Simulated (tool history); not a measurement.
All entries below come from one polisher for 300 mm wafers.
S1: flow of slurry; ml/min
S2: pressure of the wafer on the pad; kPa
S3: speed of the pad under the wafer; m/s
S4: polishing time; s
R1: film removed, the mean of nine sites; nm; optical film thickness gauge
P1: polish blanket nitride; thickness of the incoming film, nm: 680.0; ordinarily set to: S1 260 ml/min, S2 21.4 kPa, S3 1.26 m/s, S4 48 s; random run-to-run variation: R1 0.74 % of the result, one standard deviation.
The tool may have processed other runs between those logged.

{"run": 1, "hour": 8.2, "S1": 260, "S2": 21.4, "S3": 1.26, "S4": 48, "R1": 101.89}
{"run": 2, "hour": 23.7, "S1": 260, "S2": 21.4, "S3": 1.26, "S4": 48, "R1": 103.21}
{"run": 3, "hour": 36.3, "S1": 260, "S2": 21.4, "S3": 1.26, "S4": 48, "R1": 102.77}
{"run": 4, "hour": 47.6, "S1": 260, "S2": 21.4, "S3": 1.26, "S4": 48, "R1": 102.99}
{"run": 5, "hour": 59.8, "S1": 260, "S2": 21.4, "S3": 1.26, "S4": 48, "R1": 100.61}
{"run": 6, "hour": 68.0, "S1": 260, "S2": 21.4, "S3": 1.26, "S4": 63, "R1": 132.16}
{"run": 7, "hour": 82.5, "S1": 260, "S2": 21.4, "S3": 0.56, "S4": 48, "R1": 53.363}
{"run": 8, "hour": 98.2, "S1": 260, "S2": 13.1, "S3": 1.26, "S4": 48, "R1": 63.478}
{"run": 9, "hour": 113.6, "S1": 260, "S2": 21.4, "S3": 1.26, "S4": 48, "R1": 102.66}
{"run": 10, "hour": 121.4, "S1": 260, "S2": 29.6, "S3": 1.26, "S4": 48, "R1": 142.66}
{"run": 11, "hour": 135.7, "S1": 260, "S2": 21.4, "S3": 1.26, "S4": 34, "R1": 73.048}
{"run": 12, "hour": 146.9, "S1": 260, "S2": 21.4, "S3": 1.86, "S4": 48, "R1": 139.04}
{"run": 13, "hour": 159.0, "S1": 260, "S2": 32.4, "S3": 1.26, "S4": 71, "R1": 227.39}
{"run": 14, "hour": 169.2, "S1": 155, "S2": 21.4, "S3": 1.26, "S4": 48, "R1": 95.916}
{"run": 15, "hour": 184.3, "S1": 340, "S2": 21.4, "S3": 1.26, "S4": 48, "R1": 104.67}
{"run": 16, "hour": 198.0, "S1": 260, "S2": 21.4, "S3": 1.26, "S4": 48, "R1": 101.99}
{"run": 17, "hour": 209.2, "S1": 260, "S2": 21.4, "S3": 1.26, "S4": 48, "R1": 101.13}
{"run": 18, "hour": 220.5, "S1": 260, "S2": 21.4, "S3": 1.26, "S4": 48, "R1": 99.879}
{"run": 19, "hour": 234.0, "S1": 260, "S2": 21.4, "S3": 1.26, "S4": 48, "R1": 96.909}
{"run": 20, "hour": 241.6, "S1": 260, "S2": 21.4, "S3": 1.26, "S4": 48, "R1": 96.894}
{"hour": 242.1, "done": "head pressure recalibrated"}
{"run": 21, "hour": 251.5, "S1": 260, "S2": 21.4, "S3": 1.26, "S4": 48, "R1": 96.537}
{"run": 22, "hour": 262.3, "S1": 260, "S2": 21.4, "S3": 1.26, "S4": 48, "R1": 95.11}
{"run": 23, "hour": 270.7, "S1": 260, "S2": 21.4, "S3": 1.26, "S4": 48, "R1": 96.492}

P1 no longer gives what it gave before; its output has crept away from where it was. The following 2 causes, each at its listed size, fit the log equally well:
A: slurry flow missing at the pad, % = 37.6
B: removal rate lost through wear of the pad, % = 5.92
The gradual shift began around hour 198.0.
Why every other cause is out:
head's pressure below its setpoint, %: work on it at hour 242.1, done after the drift set in, did not restore what the process gave before

You are offered 4 check runs, listed below with question marks in place of their results; each one averages 3 wafers. Which run separates the listed causes by giving clearly different results for each?
{"run": "check 1", "hour": 279.1, "S1": 165, "S2": 21.4, "S3": 1.26, "S4": 48, "R1": "?"}
{"run": "check 2", "hour": 279.1, "S1": 260, "S2": 16.5, "S3": 1.26, "S4": 48, "R1": "?"}
{"run": "check 3", "hour": 279.1, "S1": 260, "S2": 21.4, "S3": 0.82, "S4": 48, "R1": "?"}
{"run": "check 4", "hour": 279.1, "S1": 260, "S2": 21.4, "S3": 0.66, "S4": 48, "R1": "?"}

How each check would come out, cause by cause:
check=check_1 result=R1 if_A=87.807 if_B=90.657
check=check_2 result=R1 if_A=74.403 if_B=74.400
check=check_3 result=R1 if_A=68.154 if_B=68.152
check=check_4 result=R1 if_A=57.290 if_B=57.288
Per check, the gap between the least separated pair of causes, taken in the result that splits them most: check 1 3.19 %; check 2 0 %; check 3 0 %; check 4 0 %
Check 1 is the one run that separates the causes; every other check would come out nearly the same whichever cause is at work.

The results of check 1 are: R1 87.591 nm. Based on these, which of the listed causes is it?

The cause is A: slurry flow missing at the pad, %.

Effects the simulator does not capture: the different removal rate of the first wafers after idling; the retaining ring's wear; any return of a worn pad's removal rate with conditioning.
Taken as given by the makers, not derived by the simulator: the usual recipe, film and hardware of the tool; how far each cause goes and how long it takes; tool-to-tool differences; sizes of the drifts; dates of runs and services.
